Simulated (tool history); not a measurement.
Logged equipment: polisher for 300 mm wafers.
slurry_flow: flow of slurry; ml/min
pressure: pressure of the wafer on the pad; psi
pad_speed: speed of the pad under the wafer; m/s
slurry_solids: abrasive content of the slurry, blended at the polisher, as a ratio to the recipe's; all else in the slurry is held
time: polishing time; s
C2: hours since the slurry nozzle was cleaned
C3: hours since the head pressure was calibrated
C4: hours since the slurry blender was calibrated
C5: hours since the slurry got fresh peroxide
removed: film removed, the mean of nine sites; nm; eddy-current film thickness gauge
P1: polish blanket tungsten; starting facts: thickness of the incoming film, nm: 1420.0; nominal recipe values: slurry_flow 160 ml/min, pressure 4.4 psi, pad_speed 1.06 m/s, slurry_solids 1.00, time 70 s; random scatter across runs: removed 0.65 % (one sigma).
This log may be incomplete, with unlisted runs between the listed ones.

Run 1, hour 5.8: slurry_flow 160 ml/min, pressure 4.4 psi, pad_speed 1.06 m/s, slurry_solids 1.00, time 70 s; wafers polished on this pad 293; C2 97.9; C3 518.0; C4 200.4; C5 149.9. Result: removed 338.25 nm.
Run 2, hour 13.2: slurry_flow 160 ml/min, pressure 4.4 psi, pad_speed 1.06 m/s, slurry_solids 1.50, time 70 s; wafers polished on this pad 401; C2 105.3; C3 525.4; C4 207.8; C5 157.3. Result: removed 373.20 nm.
Run 3, hour 17.8: slurry_flow 95 ml/min, pressure 4.4 psi, pad_speed 1.06 m/s, slurry_solids 1.00, time 70 s; wafers polished on this pad 468; C2 109.9; C3 530.0; C4 212.4; C5 161.9. Result: removed 304.15 nm.
Run 4, hour 23.8: slurry_flow 110 ml/min, pressure 2.0 psi, pad_speed 1.06 m/s, slurry_solids 1.00, time 70 s; wafers polished on this pad 555; C2 115.9; C3 536.0; C4 218.4; C5 167.9. Result: removed 144.03 nm.
At hour 29.4: slurry tank refilled with fresh slurry and peroxide.
Run 5, hour 30.0: slurry_flow 160 ml/min, pressure 4.4 psi, pad_speed 1.06 m/s, slurry_solids 1.00, time 70 s; wafers polished on this pad 645; C2 122.1; C3 542.2; C4 224.6; C5 0.6. Result: removed 343.65 nm.
Run 6, hour 37.8: slurry_flow 160 ml/min, pressure 4.4 psi, pad_speed 0.48 m/s, slurry_solids 1.00, time 70 s; wafers polished on this pad 759; C2 129.9; C3 550.0; C4 232.4; C5 8.4. Result: removed 154.66 nm.
Run 7, hour 46.4: slurry_flow 160 ml/min, pressure 4.4 psi, pad_speed 1.06 m/s, slurry_solids 0.75, time 32 s; wafers polished on this pad 884; C2 138.5; C3 558.6; C4 241.0; C5 17.0. Result: removed 145.75 nm.
Run 8, hour 51.5: slurry_flow 160 ml/min, pressure 3.1 psi, pad_speed 1.06 m/s, slurry_solids 1.00, time 70 s; wafers polished on this pad 958; C2 143.6; C3 563.7; C4 246.1; C5 22.1. Result: removed 240.39 nm.
At hour 57.9: head pressure recalibrated.
Run 9, hour 58.1: slurry_flow 160 ml/min, pressure 4.4 psi, pad_speed 1.06 m/s, slurry_solids 1.00, time 70 s; wafers polished on this pad 1054; C2 150.2; C3 0.3; C4 252.7; C5 28.7. Result: removed 345.32 nm.
Run 10, hour 62.6: slurry_flow 160 ml/min, pressure 6.2 psi, pad_speed 1.06 m/s, slurry_solids 1.00, time 70 s; wafers polished on this pad 1119; C2 154.7; C3 4.8; C4 257.2; C5 33.2. Result: removed 484.00 nm.
Run 11, hour 71.8: slurry_flow 160 ml/min, pressure 4.4 psi, pad_speed 1.62 m/s, slurry_solids 1.00, time 70 s; wafers polished on this pad 1253; C2 163.9; C3 14.0; C4 266.4; C5 42.4. Result: removed 517.17 nm.
Run 12, hour 79.0: slurry_flow 160 ml/min, pressure 4.4 psi, pad_speed 1.06 m/s, slurry_solids 1.00, time 70 s; wafers polished on this pad 1358; C2 171.1; C3 21.2; C4 273.6; C5 49.6. Result: removed 339.21 nm.
Run 13, hour 84.7: slurry_flow 160 ml/min, pressure 4.4 psi, pad_speed 1.06 m/s, slurry_solids 1.00, time 103 s; wafers polished on this pad 1441; C2 176.8; C3 26.9; C4 279.3; C5 55.3. Result: removed 501.18 nm.
Run 14, hour 91.7: slurry_flow 230 ml/min, pressure 4.4 psi, pad_speed 1.06 m/s, slurry_solids 1.00, time 70 s; wafers polished on this pad 1543; C2 183.8; C3 33.9; C4 286.3; C5 62.3. Result: removed 355.88 nm.
Run 15, hour 99.3: slurry_flow 160 ml/min, pressure 4.4 psi, pad_speed 1.06 m/s, slurry_solids 1.00, time 42 s; wafers polished on this pad 1653; C2 191.4; C3 41.5; C4 293.9; C5 69.9. Result: removed 203.06 nm.
Run 16, hour 105.9: slurry_flow 160 ml/min, pressure 4.4 psi, pad_speed 1.06 m/s, slurry_solids 0.55, time 70 s; wafers polished on this pad 1749; C2 198.0; C3 48.1; C4 300.5; C5 76.5. Result: removed 298.38 nm.
Run 17, hour 110.7: slurry_flow 160 ml/min, pressure 4.4 psi, pad_speed 1.06 m/s, slurry_solids 1.00, time 70 s; wafers polished on this pad 1819; C2 202.8; C3 52.9; C4 305.3; C5 81.3. Result: removed 341.58 nm.

Run 18 comes next. What will it give?
Run 18, hour 114.7: slurry_flow 160 ml/min, pressure 4.4 psi, pad_speed 1.06 m/s, slurry_solids 1.00, time 70 s; wafers polished on this pad 1877; C2 206.8; C3 56.9; C4 309.3; C5 85.3. Result: removed ?.

{"run 18": {"removed": 337.49}}
